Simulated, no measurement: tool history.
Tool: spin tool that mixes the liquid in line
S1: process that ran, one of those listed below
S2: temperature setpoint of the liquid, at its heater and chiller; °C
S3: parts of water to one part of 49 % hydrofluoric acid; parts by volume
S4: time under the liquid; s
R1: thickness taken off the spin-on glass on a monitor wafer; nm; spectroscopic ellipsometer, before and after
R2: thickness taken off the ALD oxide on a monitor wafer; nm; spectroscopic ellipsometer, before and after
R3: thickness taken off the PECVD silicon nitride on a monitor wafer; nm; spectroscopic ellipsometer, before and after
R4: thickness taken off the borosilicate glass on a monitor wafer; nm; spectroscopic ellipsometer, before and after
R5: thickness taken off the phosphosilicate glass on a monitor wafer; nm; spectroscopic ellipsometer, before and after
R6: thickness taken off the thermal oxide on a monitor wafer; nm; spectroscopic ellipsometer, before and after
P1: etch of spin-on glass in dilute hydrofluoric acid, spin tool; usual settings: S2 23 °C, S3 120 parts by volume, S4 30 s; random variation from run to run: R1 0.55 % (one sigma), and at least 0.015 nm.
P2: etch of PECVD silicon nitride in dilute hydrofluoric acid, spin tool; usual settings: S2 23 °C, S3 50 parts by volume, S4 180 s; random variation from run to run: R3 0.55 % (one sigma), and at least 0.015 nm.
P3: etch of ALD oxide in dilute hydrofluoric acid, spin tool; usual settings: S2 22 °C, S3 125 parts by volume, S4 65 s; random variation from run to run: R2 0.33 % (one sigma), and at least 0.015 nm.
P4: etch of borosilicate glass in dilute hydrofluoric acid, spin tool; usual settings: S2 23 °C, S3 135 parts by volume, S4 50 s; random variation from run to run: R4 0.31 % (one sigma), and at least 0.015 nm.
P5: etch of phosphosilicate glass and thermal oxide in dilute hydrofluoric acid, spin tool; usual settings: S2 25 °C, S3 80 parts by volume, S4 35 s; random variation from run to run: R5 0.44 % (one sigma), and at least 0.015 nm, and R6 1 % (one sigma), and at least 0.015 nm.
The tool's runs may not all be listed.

run	day	S1	S2	S3	S4	R1	R2	R3	R4	R5	R6
1	0.483	P1	23	120	30	9.3738					
2	0.854	P3	22	190	65		5.3773				
3	1.217	P2	23	50	180			5.8304			
4	1.767	P3	22	125	65		8.8071				
5	2.158	P4	23	135	50				19.1450		
6	2.479	P5	25	120	35					20.036	1.4329
7	2.938	P1	23	120	15	4.6624					
8	3.412	P5	25	80	35					31.494	2.3241
9	3.742	P1	23	40	30	30.9310					
10	4.138	P3	22	125	100		13.5160				
11	4.521	P2	23	50	180			5.8605			
12	4.812	P4	23	20	50				149.0400		
# day 5.246: thermometer replaced
13	5.250	P4	23	135	15				5.7194		
14	5.796	P1	28	120	30	11.3350					
15	6.408	P2	23	50	85			2.7700			
16	6.746	P1	17	120	30	7.3883					
17	7.154	P3	22	125	65		8.8058				
18	7.421	P3	17	125	65		7.2036				
19	7.971	P4	23	135	50				19.1780		
20	8.533	P2	27	50	180			7.6565			
21	8.862	P1	23	120	50	15.5280					
22	9.438	P2	23	70	180			4.2055			
23	9.912	P1	17	210	30	3.8472					
24	10.254	P4	17	135	50				15.1120		
25	10.817	P1	23	120	30	9.3432					
26	11.104	P5	25	80	35					31.222	2.3055
27	11.438	P1	23	120	30	9.4089					
28	11.862	P5	25	80	55					49.581	3.5949
29	12.375	P5	19	80	35					24.735	1.7546
30	12.725	P1	23	180	30	5.7958					
31	13.196	P1	23	120	30	9.3866					
32	13.696	P1	23	120	30	9.3196					
33	14.008	P1	23	120	30	9.1245					
34	14.388	P1	23	120	30	8.8592					
35	14.846	P1	23	120	30	8.7294					
36	15.350	P1	23	120	30	8.6734					
37	15.962	P1	23	120	30	8.6055					

The next listed run, before its measurement:
38	16.279	P1	23	120	30	?					

{"run 38": {"R1": 8.7062}}

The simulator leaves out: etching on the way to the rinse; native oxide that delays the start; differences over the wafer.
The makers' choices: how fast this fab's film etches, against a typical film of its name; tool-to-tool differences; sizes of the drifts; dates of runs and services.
